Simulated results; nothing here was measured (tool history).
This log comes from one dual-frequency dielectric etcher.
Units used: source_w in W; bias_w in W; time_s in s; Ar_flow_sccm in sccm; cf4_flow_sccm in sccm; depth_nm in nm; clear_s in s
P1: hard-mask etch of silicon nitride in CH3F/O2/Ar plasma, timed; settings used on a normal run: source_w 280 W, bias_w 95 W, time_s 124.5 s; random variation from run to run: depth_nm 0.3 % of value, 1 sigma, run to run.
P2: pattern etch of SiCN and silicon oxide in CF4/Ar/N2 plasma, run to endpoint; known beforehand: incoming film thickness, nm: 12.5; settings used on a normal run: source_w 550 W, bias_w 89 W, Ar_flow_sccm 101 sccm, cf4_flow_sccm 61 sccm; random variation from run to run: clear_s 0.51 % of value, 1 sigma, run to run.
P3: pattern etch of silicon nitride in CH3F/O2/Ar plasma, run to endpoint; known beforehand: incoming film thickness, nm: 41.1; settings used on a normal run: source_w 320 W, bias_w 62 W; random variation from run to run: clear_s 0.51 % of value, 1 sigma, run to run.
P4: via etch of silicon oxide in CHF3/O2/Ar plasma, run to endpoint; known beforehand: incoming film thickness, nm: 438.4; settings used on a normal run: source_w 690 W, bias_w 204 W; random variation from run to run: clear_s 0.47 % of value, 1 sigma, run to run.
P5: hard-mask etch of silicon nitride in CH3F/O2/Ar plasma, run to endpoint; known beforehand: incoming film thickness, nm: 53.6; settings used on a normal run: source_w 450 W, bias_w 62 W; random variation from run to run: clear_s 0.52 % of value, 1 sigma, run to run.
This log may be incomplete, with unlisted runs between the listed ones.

{"run": 1, "hour": 6.8, "process": "P1", "source_w": 280, "bias_w": 95, "time_s": 124.5, "depth_nm": 86.527}
{"run": 2, "hour": 15.0, "process": "P4", "source_w": 820, "bias_w": 204, "clear_s": 186.41}
{"run": 3, "hour": 22.1, "process": "P5", "source_w": 450, "bias_w": 86, "clear_s": 72.194}
{"run": 4, "hour": 29.0, "process": "P1", "source_w": 280, "bias_w": 95, "time_s": 93.5, "depth_nm": 64.815}
{"run": 5, "hour": 35.6, "process": "P1", "source_w": 280, "bias_w": 95, "time_s": 124.5, "depth_nm": 86.246}
{"run": 6, "hour": 40.5, "process": "P1", "source_w": 280, "bias_w": 95, "time_s": 124.5, "depth_nm": 86.308}
{"run": 7, "hour": 45.9, "process": "P1", "source_w": 280, "bias_w": 130, "time_s": 124.5, "depth_nm": 97.261}
{"run": 8, "hour": 49.8, "process": "P1", "source_w": 280, "bias_w": 95, "time_s": 124.5, "depth_nm": 86.371}
{"run": 9, "hour": 58.0, "process": "P3", "source_w": 320, "bias_w": 39, "clear_s": 77.447}
{"run": 10, "hour": 64.8, "process": "P1", "source_w": 340, "bias_w": 95, "time_s": 124.5, "depth_nm": 92.188}
{"run": 11, "hour": 71.6, "process": "P1", "source_w": 280, "bias_w": 95, "time_s": 124.5, "depth_nm": 85.493}
{"run": 12, "hour": 77.5, "process": "P1", "source_w": 280, "bias_w": 75, "time_s": 124.5, "depth_nm": 79.059}
{"run": 13, "hour": 85.4, "process": "P4", "source_w": 690, "bias_w": 204, "clear_s": 197.78}
{"run": 14, "hour": 89.7, "process": "P2", "source_w": 550, "bias_w": 89, "Ar_flow_sccm": 101, "cf4_flow_sccm": 61, "clear_s": 11.884}
{"hour": 92.4, "done": "wet clean of the chamber"}
{"run": 15, "hour": 96.7, "process": "P3", "source_w": 190, "bias_w": 62, "clear_s": 80.909}
{"run": 16, "hour": 100.8, "process": "P1", "source_w": 380, "bias_w": 95, "time_s": 77.5, "depth_nm": 59.957}
{"run": 17, "hour": 107.9, "process": "P5", "source_w": 450, "bias_w": 62, "clear_s": 80.946}
{"run": 18, "hour": 114.2, "process": "P2", "source_w": 550, "bias_w": 89, "Ar_flow_sccm": 135, "cf4_flow_sccm": 61, "clear_s": 12.348}
{"run": 19, "hour": 120.3, "process": "P3", "source_w": 320, "bias_w": 62, "clear_s": 66.489}
{"hour": 122.5, "done": "bias power generator calibrated"}
{"run": 20, "hour": 126.4, "process": "P5", "source_w": 300, "bias_w": 62, "clear_s": 93.22}
{"run": 21, "hour": 132.1, "process": "P1", "source_w": 180, "bias_w": 95, "time_s": 124.5, "depth_nm": 73.561}
{"run": 22, "hour": 138.6, "process": "P1", "source_w": 280, "bias_w": 95, "time_s": 124.5, "depth_nm": 85.684}
{"run": 23, "hour": 145.5, "process": "P1", "source_w": 280, "bias_w": 95, "time_s": 124.5, "depth_nm": 86.174}
{"run": 24, "hour": 152.8, "process": "P2", "source_w": 550, "bias_w": 105, "Ar_flow_sccm": 101, "cf4_flow_sccm": 61, "clear_s": 11.165}
{"run": 25, "hour": 158.3, "process": "P4", "source_w": 690, "bias_w": 122, "clear_s": 236.75}
{"run": 26, "hour": 164.0, "process": "P2", "source_w": 780, "bias_w": 89, "Ar_flow_sccm": 101, "cf4_flow_sccm": 61, "clear_s": 8.6776}
{"run": 27, "hour": 171.3, "process": "P1", "source_w": 280, "bias_w": 95, "time_s": 174.5, "depth_nm": 120.61}
{"run": 28, "hour": 175.6, "process": "P2", "source_w": 550, "bias_w": 89, "Ar_flow_sccm": 101, "cf4_flow_sccm": 84, "clear_s": 11.366}
{"run": 29, "hour": 181.3, "process": "P2", "source_w": 550, "bias_w": 89, "Ar_flow_sccm": 101, "cf4_flow_sccm": 61, "clear_s": 11.79}
{"run": 30, "hour": 185.1, "process": "P1", "source_w": 280, "bias_w": 95, "time_s": 124.5, "depth_nm": 86.384}
{"run": 31, "hour": 193.1, "process": "P1", "source_w": 280, "bias_w": 95, "time_s": 124.5, "depth_nm": 86.935}
{"run": 32, "hour": 200.7, "process": "P1", "source_w": 280, "bias_w": 95, "time_s": 124.5, "depth_nm": 87.044}
{"run": 33, "hour": 205.1, "process": "P1", "source_w": 280, "bias_w": 95, "time_s": 124.5, "depth_nm": 87.095}
{"run": 34, "hour": 208.8, "process": "P1", "source_w": 280, "bias_w": 95, "time_s": 124.5, "depth_nm": 87.79}
{"hour": 213.8, "done": "wet clean of the chamber"}
{"run": 35, "hour": 215.8, "process": "P1", "source_w": 280, "bias_w": 95, "time_s": 124.5, "depth_nm": 87.296}

Run 36 has not been measured yet. What should we expect?
{"run": 36, "hour": 223.7, "process": "P1", "source_w": 280, "bias_w": 95, "time_s": 124.5, "depth_nm": "?"}

{"run 36": {"depth_nm": 87.402}}
